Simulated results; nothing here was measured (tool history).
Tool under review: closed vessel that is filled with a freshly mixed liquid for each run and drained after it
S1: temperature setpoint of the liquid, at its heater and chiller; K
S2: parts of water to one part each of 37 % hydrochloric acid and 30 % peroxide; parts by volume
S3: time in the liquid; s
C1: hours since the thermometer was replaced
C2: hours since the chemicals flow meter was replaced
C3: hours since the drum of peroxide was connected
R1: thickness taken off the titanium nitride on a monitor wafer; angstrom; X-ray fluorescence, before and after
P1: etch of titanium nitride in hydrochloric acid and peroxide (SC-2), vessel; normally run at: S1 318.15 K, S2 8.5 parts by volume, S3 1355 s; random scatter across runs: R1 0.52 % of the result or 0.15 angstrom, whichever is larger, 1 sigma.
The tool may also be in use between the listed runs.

Run 1, hour 5.3: S1 318.15 K, S2 8.5 parts by volume, S3 1355 s; C1 285.9; C2 347.2; C3 440.9. Result: R1 211.400 angstrom.
Run 2, hour 12.2: S1 318.15 K, S2 8.5 parts by volume, S3 1355 s; C1 292.8; C2 354.1; C3 447.8. Result: R1 213.560 angstrom.
At hour 17.3: thermometer replaced.
Run 3, hour 18.1: S1 318.15 K, S2 12.0 parts by volume, S3 2655 s; C1 0.9; C2 360.0; C3 453.7. Result: R1 313.200 angstrom.
Run 4, hour 23.5: S1 308.15 K, S2 8.5 parts by volume, S3 1355 s; C1 6.3; C2 365.4; C3 459.1. Result: R1 105.130 angstrom.
Run 5, hour 27.7: S1 318.15 K, S2 8.5 parts by volume, S3 1355 s; C1 10.5; C2 369.6; C3 463.3. Result: R1 211.640 angstrom.
Run 6, hour 31.5: S1 318.15 K, S2 14.5 parts by volume, S3 1355 s; C1 14.3; C2 373.4; C3 467.1. Result: R1 134.570 angstrom.
Run 7, hour 39.3: S1 318.15 K, S2 8.5 parts by volume, S3 2660 s; C1 22.1; C2 381.2; C3 474.9. Result: R1 418.000 angstrom.
Run 8, hour 46.5: S1 318.15 K, S2 8.5 parts by volume, S3 1355 s; C1 29.3; C2 388.4; C3 482.1. Result: R1 209.830 angstrom.
Run 9, hour 50.9: S1 308.15 K, S2 11.5 parts by volume, S3 1355 s; C1 33.7; C2 392.8; C3 486.5. Result: R1 81.017 angstrom.
Run 10, hour 54.5: S1 308.15 K, S2 4.0 parts by volume, S3 1355 s; C1 37.3; C2 396.4; C3 490.1. Result: R1 183.760 angstrom.
Run 11, hour 62.2: S1 318.15 K, S2 8.5 parts by volume, S3 1355 s; C1 45.0; C2 404.1; C3 497.8. Result: R1 213.730 angstrom.
Run 12, hour 70.2: S1 318.15 K, S2 8.5 parts by volume, S3 1355 s; C1 53.0; C2 412.1; C3 505.8. Result: R1 211.230 angstrom.
Run 13, hour 74.1: S1 328.65 K, S2 8.5 parts by volume, S3 1355 s; C1 56.9; C2 416.0; C3 509.7. Result: R1 427.920 angstrom.
Run 14, hour 81.4: S1 318.15 K, S2 4.0 parts by volume, S3 1355 s; C1 64.2; C2 423.3; C3 517.0. Result: R1 373.190 angstrom.
Run 15, hour 86.3: S1 318.15 K, S2 8.5 parts by volume, S3 290 s; C1 69.1; C2 428.2; C3 521.9. Result: R1 45.285 angstrom.
Run 16, hour 91.4: S1 318.15 K, S2 8.5 parts by volume, S3 1355 s; C1 74.2; C2 433.3; C3 527.0. Result: R1 212.220 angstrom.

Run 17, settings as shown, results not yet in. Your forecast:
Run 17, hour 98.8: S1 318.15 K, S2 8.5 parts by volume, S3 1355 s; C1 81.6; C2 440.7; C3 534.4. Result: R1 ?.

Run 17 produced R1 201.860 angstrom.
